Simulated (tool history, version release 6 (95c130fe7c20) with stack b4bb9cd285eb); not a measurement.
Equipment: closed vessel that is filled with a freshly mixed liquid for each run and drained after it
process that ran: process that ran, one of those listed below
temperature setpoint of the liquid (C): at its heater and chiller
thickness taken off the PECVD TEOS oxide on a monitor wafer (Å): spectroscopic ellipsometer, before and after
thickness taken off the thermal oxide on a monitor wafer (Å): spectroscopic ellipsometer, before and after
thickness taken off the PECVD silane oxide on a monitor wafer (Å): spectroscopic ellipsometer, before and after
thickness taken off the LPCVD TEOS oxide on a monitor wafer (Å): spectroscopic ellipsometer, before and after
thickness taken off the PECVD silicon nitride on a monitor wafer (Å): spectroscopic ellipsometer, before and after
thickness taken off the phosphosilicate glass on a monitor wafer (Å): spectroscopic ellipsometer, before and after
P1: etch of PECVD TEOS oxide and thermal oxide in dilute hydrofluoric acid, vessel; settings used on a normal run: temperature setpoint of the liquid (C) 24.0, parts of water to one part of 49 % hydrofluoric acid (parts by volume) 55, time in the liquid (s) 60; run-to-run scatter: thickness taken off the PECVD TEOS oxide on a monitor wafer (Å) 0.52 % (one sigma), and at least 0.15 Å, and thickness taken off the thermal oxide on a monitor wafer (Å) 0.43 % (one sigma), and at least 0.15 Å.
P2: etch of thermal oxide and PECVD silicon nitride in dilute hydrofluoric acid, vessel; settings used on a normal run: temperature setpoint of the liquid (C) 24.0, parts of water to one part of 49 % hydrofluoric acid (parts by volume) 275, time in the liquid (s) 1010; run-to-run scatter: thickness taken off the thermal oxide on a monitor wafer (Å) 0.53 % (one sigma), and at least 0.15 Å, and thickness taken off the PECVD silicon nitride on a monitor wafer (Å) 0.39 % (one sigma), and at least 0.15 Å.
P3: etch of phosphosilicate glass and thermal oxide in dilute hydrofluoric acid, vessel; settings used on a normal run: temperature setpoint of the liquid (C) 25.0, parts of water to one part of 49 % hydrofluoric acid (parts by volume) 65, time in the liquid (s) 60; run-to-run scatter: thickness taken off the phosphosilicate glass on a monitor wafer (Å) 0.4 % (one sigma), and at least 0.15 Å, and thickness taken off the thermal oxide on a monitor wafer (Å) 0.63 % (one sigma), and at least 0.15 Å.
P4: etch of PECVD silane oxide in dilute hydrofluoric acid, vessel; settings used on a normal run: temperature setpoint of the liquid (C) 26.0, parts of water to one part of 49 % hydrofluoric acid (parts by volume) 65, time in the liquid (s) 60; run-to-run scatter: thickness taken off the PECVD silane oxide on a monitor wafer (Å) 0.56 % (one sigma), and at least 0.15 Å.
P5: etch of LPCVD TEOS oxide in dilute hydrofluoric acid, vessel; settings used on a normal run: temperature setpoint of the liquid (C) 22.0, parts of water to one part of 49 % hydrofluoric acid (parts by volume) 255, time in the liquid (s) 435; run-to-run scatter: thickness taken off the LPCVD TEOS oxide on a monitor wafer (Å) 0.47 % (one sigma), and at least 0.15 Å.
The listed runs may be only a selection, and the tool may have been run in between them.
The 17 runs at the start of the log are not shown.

run   hour  process that ran  temperature setpoint of the liquid (C)  parts of water to one part of 49 % hydrofluoric acid (parts by volume)  time in the liquid (s)  hours since the thermometer was replaced  hours since the hydrofluoric acid flow meter was replaced  thickness taken off the PECVD TEOS oxide on a monitor wafer (Å)  thickness taken off the thermal oxide on a monitor wafer (Å)  thickness taken off the PECVD silane oxide on a monitor wafer (Å)  thickness taken off the LPCVD TEOS oxide on a monitor wafer (Å)  thickness taken off the PECVD silicon nitride on a monitor wafer (Å)  thickness taken off the phosphosilicate glass on a monitor wafer (Å)
 18  218.1                P2                                    24.0                                                                     135                    1010                                    1268.2                                                      669.4                                                                                                                        331.170                                                                                                                                                                                                   278.860
 19  233.8                P1                                    24.0                                                                      55                      60                                    1283.9                                                      685.1                                                          121.980                                                        55.667
 20  246.5                P5                                    22.0                                                                     255                     435                                    1296.6                                                      697.8                                                                                                                                                                                                                                                            277.990
     257.3  -- thermometer replaced
 21  259.6                P4                                    26.0                                                                      65                      60                                       2.3                                                      710.9                                                                                                                                                                                            498.15
 22  269.8                P3                                    25.0                                                                      65                      60                                      12.5                                                      721.1                                                                                                                         47.732                                                                                                                                                                                                                                                                         1242.30
 23  285.2                P2                                    24.0                                                                     275                    1010                                      27.9                                                      736.5                                                                                                                        139.080                                                                                                                                                                                                   137.540
 24  299.5                P2                                    24.0                                                                     275                    1875                                      42.2                                                      750.8                                                                                                                        259.380                                                                                                                                                                                                   253.900
 25  314.7                P4                                    26.0                                                                      65                     100                                      57.4                                                      766.0                                                                                                                                                                                            832.52
 26  323.5                P3                                    25.0                                                                     110                      60                                      66.2                                                      774.8                                                                                                                         26.806                                                                                                                                                                                                                                                                          691.77
 27  337.9                P1                                    24.0                                                                      30                      60                                      80.6                                                      789.2                                                          228.080                                                       105.490
 28  353.4                P5                                    22.0                                                                     255                     155                                      96.1                                                      804.7                                                                                                                                                                                                                                                             99.615
 29  360.4                P3                                    30.0                                                                      65                      60                                     103.1                                                      811.7                                                                                                                         58.525                                                                                                                                                                                                                                                                         1506.00
 30  371.0                P3                                    25.0                                                                      65                      30                                     113.7                                                      822.3                                                                                                                         24.123                                                                                                                                                                                                                                                                          624.46
 31  386.8                P1                                    24.0                                                                      85                     105                                     129.5                                                      838.1                                                          132.380                                                        61.033
 32  397.5                P1                                    24.0                                                                      55                     115                                     140.2                                                      848.8                                                          230.550                                                       107.450
 33  407.9                P1                                    24.0                                                                      55                      60                                     150.6                                                      859.2                                                          121.450                                                        55.624
 34  421.4                P1                                    24.0                                                                      55                      60                                     164.1                                                      872.7                                                          120.480                                                        55.537
 35  429.4                P1                                    24.0                                                                      55                      60                                     172.1                                                      880.7                                                          118.480                                                        54.745
 36  442.4                P1                                    24.0                                                                      55                      60                                     185.1                                                      893.7                                                          115.600                                                        52.820
 37  452.5                P1                                    24.0                                                                      55                      60                                     195.2                                                      903.8                                                          113.210                                                        52.915

Forecast run 38:
 38  466.9                P1                                    24.0                                                                      55                      60                                     209.6                                                      918.2                                                                ?                                                             ?

thickness taken off the PECVD TEOS oxide on a monitor wafer (Å): 111.260
thickness taken off the thermal oxide on a monitor wafer (Å): 52.033
